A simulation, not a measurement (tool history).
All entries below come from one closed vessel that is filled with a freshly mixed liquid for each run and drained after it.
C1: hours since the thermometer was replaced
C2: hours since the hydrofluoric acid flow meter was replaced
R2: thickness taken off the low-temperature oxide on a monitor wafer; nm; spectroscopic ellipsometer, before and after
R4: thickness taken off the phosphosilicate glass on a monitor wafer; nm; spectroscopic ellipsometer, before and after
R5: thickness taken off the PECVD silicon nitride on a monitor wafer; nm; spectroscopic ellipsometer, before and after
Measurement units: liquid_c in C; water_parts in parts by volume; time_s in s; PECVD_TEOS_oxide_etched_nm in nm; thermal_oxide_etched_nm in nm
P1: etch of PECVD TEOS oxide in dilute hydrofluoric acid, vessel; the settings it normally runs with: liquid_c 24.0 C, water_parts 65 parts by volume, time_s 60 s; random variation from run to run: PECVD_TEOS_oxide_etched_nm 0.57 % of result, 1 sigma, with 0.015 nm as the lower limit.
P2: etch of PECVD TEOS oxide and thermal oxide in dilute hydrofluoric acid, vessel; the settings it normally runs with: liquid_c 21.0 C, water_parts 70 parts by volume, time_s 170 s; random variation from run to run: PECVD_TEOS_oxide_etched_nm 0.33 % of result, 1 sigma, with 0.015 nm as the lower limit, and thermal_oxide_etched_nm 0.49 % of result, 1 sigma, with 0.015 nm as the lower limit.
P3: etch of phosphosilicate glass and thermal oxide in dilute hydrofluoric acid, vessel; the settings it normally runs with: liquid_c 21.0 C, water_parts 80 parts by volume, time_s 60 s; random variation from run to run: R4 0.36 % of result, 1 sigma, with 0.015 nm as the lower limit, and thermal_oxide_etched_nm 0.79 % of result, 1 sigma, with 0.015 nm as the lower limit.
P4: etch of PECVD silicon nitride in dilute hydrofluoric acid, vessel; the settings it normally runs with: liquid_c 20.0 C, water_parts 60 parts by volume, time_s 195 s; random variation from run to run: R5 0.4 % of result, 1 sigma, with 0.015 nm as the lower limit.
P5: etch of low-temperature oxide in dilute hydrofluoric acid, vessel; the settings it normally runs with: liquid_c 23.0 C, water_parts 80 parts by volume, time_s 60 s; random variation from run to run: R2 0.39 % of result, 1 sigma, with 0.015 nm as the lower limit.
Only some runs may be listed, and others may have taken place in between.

Run 1, hour 3.9: process P1, liquid_c 24.0 C, water_parts 65 parts by volume, time_s 60 s; C1 438.9; C2 306.0. Result: PECVD_TEOS_oxide_etched_nm 22.8500 nm.
Run 2, hour 7.6: process P5, liquid_c 23.0 C, water_parts 20 parts by volume, time_s 60 s; C1 442.6; C2 309.7. Result: R2 72.0800 nm.
Run 3, hour 11.5: process P2, liquid_c 21.0 C, water_parts 70 parts by volume, time_s 30 s; C1 446.5; C2 313.6. Result: PECVD_TEOS_oxide_etched_nm 5.5283 nm, thermal_oxide_etched_nm 1.9824 nm.
Run 4, hour 14.7: process P2, liquid_c 21.0 C, water_parts 70 parts by volume, time_s 170 s; C1 449.7; C2 316.8. Result: PECVD_TEOS_oxide_etched_nm 31.4790 nm, thermal_oxide_etched_nm 11.2150 nm.
Run 5, hour 17.5: process P3, liquid_c 21.0 C, water_parts 80 parts by volume, time_s 30 s; C1 452.5; C2 319.6. Result: thermal_oxide_etched_nm 1.4818 nm, R4 54.014 nm.
Run 6, hour 22.2: process P1, liquid_c 24.0 C, water_parts 65 parts by volume, time_s 60 s; C1 457.2; C2 324.3. Result: PECVD_TEOS_oxide_etched_nm 22.9160 nm.
Run 7, hour 25.1: process P1, liquid_c 24.0 C, water_parts 65 parts by volume, time_s 85 s; C1 460.1; C2 327.2. Result: PECVD_TEOS_oxide_etched_nm 32.5370 nm.
Run 8, hour 29.9: process P1, liquid_c 24.0 C, water_parts 65 parts by volume, time_s 60 s; C1 464.9; C2 332.0. Result: PECVD_TEOS_oxide_etched_nm 22.8830 nm.
Run 9, hour 32.5: process P2, liquid_c 29.0 C, water_parts 70 parts by volume, time_s 170 s; C1 467.5; C2 334.6. Result: PECVD_TEOS_oxide_etched_nm 43.0580 nm, thermal_oxide_etched_nm 15.4390 nm.
Run 10, hour 36.8: process P1, liquid_c 24.0 C, water_parts 65 parts by volume, time_s 60 s; C1 471.8; C2 338.9. Result: PECVD_TEOS_oxide_etched_nm 22.9980 nm.
Run 11, hour 40.6: process P3, liquid_c 21.0 C, water_parts 80 parts by volume, time_s 60 s; C1 475.6; C2 342.7. Result: thermal_oxide_etched_nm 2.9999 nm, R4 107.820 nm.
Run 12, hour 44.6: process P5, liquid_c 23.0 C, water_parts 80 parts by volume, time_s 60 s; C1 479.6; C2 346.7. Result: R2 16.8090 nm.
Run 13, hour 49.1: process P4, liquid_c 20.0 C, water_parts 20 parts by volume, time_s 195 s; C1 484.1; C2 351.2. Result: R5 26.4280 nm.
Run 14, hour 53.3: process P1, liquid_c 17.0 C, water_parts 40 parts by volume, time_s 60 s; C1 488.3; C2 355.4. Result: PECVD_TEOS_oxide_etched_nm 28.6490 nm.
Run 15, hour 57.2: process P2, liquid_c 21.0 C, water_parts 100 parts by volume, time_s 170 s; C1 492.2; C2 359.3. Result: PECVD_TEOS_oxide_etched_nm 21.3560 nm, thermal_oxide_etched_nm 7.5327 nm.
Run 16, hour 61.6: process P1, liquid_c 24.0 C, water_parts 65 parts by volume, time_s 60 s; C1 496.6; C2 363.7. Result: PECVD_TEOS_oxide_etched_nm 22.8640 nm.
Run 17, hour 65.8: process P4, liquid_c 20.0 C, water_parts 60 parts by volume, time_s 195 s; C1 500.8; C2 367.9. Result: R5 9.1896 nm.
Run 18, hour 68.0: process P5, liquid_c 17.0 C, water_parts 80 parts by volume, time_s 60 s; C1 503.0; C2 370.1. Result: R2 13.0300 nm.
Run 19, hour 71.4: process P3, liquid_c 21.0 C, water_parts 45 parts by volume, time_s 60 s; C1 506.4; C2 373.5. Result: thermal_oxide_etched_nm 5.5259 nm, R4 199.470 nm.
Run 20, hour 74.7: process P4, liquid_c 20.0 C, water_parts 60 parts by volume, time_s 30 s; C1 509.7; C2 376.8. Result: R5 1.3865 nm.
Run 21, hour 77.8: process P1, liquid_c 24.0 C, water_parts 20 parts by volume, time_s 60 s; C1 512.8; C2 379.9. Result: PECVD_TEOS_oxide_etched_nm 79.9830 nm.
Run 22, hour 80.5: process P3, liquid_c 17.0 C, water_parts 80 parts by volume, time_s 60 s; C1 515.5; C2 382.6. Result: thermal_oxide_etched_nm 2.5614 nm, R4 90.895 nm.
Run 23, hour 83.7: process P1, liquid_c 24.0 C, water_parts 65 parts by volume, time_s 60 s; C1 518.7; C2 385.8. Result: PECVD_TEOS_oxide_etched_nm 23.0350 nm.
Run 24, hour 86.0: process P4, liquid_c 17.0 C, water_parts 60 parts by volume, time_s 195 s; C1 521.0; C2 388.1. Result: R5 7.4215 nm.
Run 25, hour 89.7: process P1, liquid_c 24.0 C, water_parts 115 parts by volume, time_s 60 s; C1 524.7; C2 391.8. Result: PECVD_TEOS_oxide_etched_nm 12.1260 nm.
Run 26, hour 93.7: process P1, liquid_c 17.0 C, water_parts 65 parts by volume, time_s 60 s; C1 528.7; C2 395.8. Result: PECVD_TEOS_oxide_etched_nm 17.0230 nm.
Run 27, hour 98.2: process P1, liquid_c 24.0 C, water_parts 65 parts by volume, time_s 60 s; C1 533.2; C2 400.3. Result: PECVD_TEOS_oxide_etched_nm 22.8100 nm.
Run 28, hour 100.7: process P2, liquid_c 21.0 C, water_parts 70 parts by volume, time_s 170 s; C1 535.7; C2 402.8. Result: PECVD_TEOS_oxide_etched_nm 31.3810 nm, thermal_oxide_etched_nm 11.1450 nm.
Run 29, hour 104.4: process P5, liquid_c 23.0 C, water_parts 80 parts by volume, time_s 30 s; C1 539.4; C2 406.5. Result: R2 8.4112 nm.
Run 30, hour 106.6: process P1, liquid_c 29.5 C, water_parts 65 parts by volume, time_s 60 s; C1 541.6; C2 408.7. Result: PECVD_TEOS_oxide_etched_nm 28.5560 nm.
Run 31, hour 111.3: process P1, liquid_c 24.0 C, water_parts 65 parts by volume, time_s 30 s; C1 546.3; C2 413.4. Result: PECVD_TEOS_oxide_etched_nm 11.5360 nm.
Run 32, hour 114.1: process P1, liquid_c 24.0 C, water_parts 65 parts by volume, time_s 60 s; C1 549.1; C2 416.2. Result: PECVD_TEOS_oxide_etched_nm 23.1040 nm.
Run 33, hour 118.0: process P1, liquid_c 24.0 C, water_parts 65 parts by volume, time_s 60 s; C1 553.0; C2 420.1. Result: PECVD_TEOS_oxide_etched_nm 22.0750 nm.
Run 34, hour 122.2: process P1, liquid_c 24.0 C, water_parts 65 parts by volume, time_s 60 s; C1 557.2; C2 424.3. Result: PECVD_TEOS_oxide_etched_nm 21.6660 nm.
Run 35, hour 126.1: process P1, liquid_c 24.0 C, water_parts 65 parts by volume, time_s 60 s; C1 561.1; C2 428.2. Result: PECVD_TEOS_oxide_etched_nm 21.2740 nm.
Run 36, hour 130.5: process P1, liquid_c 24.0 C, water_parts 65 parts by volume, time_s 60 s; C1 565.5; C2 432.6. Result: PECVD_TEOS_oxide_etched_nm 21.1400 nm.
Run 37, hour 133.0: process P1, liquid_c 24.0 C, water_parts 65 parts by volume, time_s 60 s; C1 568.0; C2 435.1. Result: PECVD_TEOS_oxide_etched_nm 20.9900 nm.
Run 38, hour 137.3: process P1, liquid_c 24.0 C, water_parts 65 parts by volume, time_s 60 s; C1 572.3; C2 439.4. Result: PECVD_TEOS_oxide_etched_nm 20.8700 nm.
Run 39, hour 140.0: process P1, liquid_c 24.0 C, water_parts 65 parts by volume, time_s 60 s; C1 575.0; C2 442.1. Result: PECVD_TEOS_oxide_etched_nm 21.0300 nm.

The output of P1 has drifted from where it used to be. Each of the 2 causes below, taken at the size shown beside it, accounts for the log equally well:
A: liquid colder than its thermometer reads (K) = 2.12
B: hydrofluoric acid flow below the setpoint (%) = 7.68
The drift started at roughly hour 114.1.

Which of the 4 check runs listed below separates the causes, so that each cause would produce a clearly different result? Each run uses one wafer, and its results are marked with question marks.
Run check 1, hour 142.7: process P3, liquid_c 21.0 C, water_parts 80 parts by volume, time_s 60 s. Result: thermal_oxide_etched_nm ?, R4 ?.
Run check 2, hour 142.7: process P4, liquid_c 20.0 C, water_parts 60 parts by volume, time_s 195 s. Result: R5 ?.
Run check 3, hour 142.7: process P5, liquid_c 23.0 C, water_parts 80 parts by volume, time_s 60 s. Result: R2 ?.
Run check 4, hour 142.7: process P2, liquid_c 21.0 C, water_parts 70 parts by volume, time_s 170 s. Result: PECVD_TEOS_oxide_etched_nm ?, thermal_oxide_etched_nm ?.

What every check run would give for each of its results, assuming each possible cause in turn:
  check                      result     if A     if B
check 1     thermal_oxide_etched_nm   2.7428   2.7441
check 1                          R4   98.393   98.442
check 2                          R5   7.8725   8.4433
check 3                          R2  15.3380  15.3160
check 4  PECVD_TEOS_oxide_etched_nm  28.7700  28.8290
check 4     thermal_oxide_etched_nm  10.1860  10.2060
Separation of the two closest causes in each check, using whichever result separates them best: check 1 0.05 %; check 2 7 %; check 3 0.14 %; check 4 0.21 %
Of the check runs offered, only check 2 discriminates between the causes; the rest would read about the same regardless of which cause applies.

Check 2 has now been run. It gave: R5 7.8189 nm. Which of the candidate causes is it?

Of the candidate causes, it is A: liquid colder than its thermometer reads (K).

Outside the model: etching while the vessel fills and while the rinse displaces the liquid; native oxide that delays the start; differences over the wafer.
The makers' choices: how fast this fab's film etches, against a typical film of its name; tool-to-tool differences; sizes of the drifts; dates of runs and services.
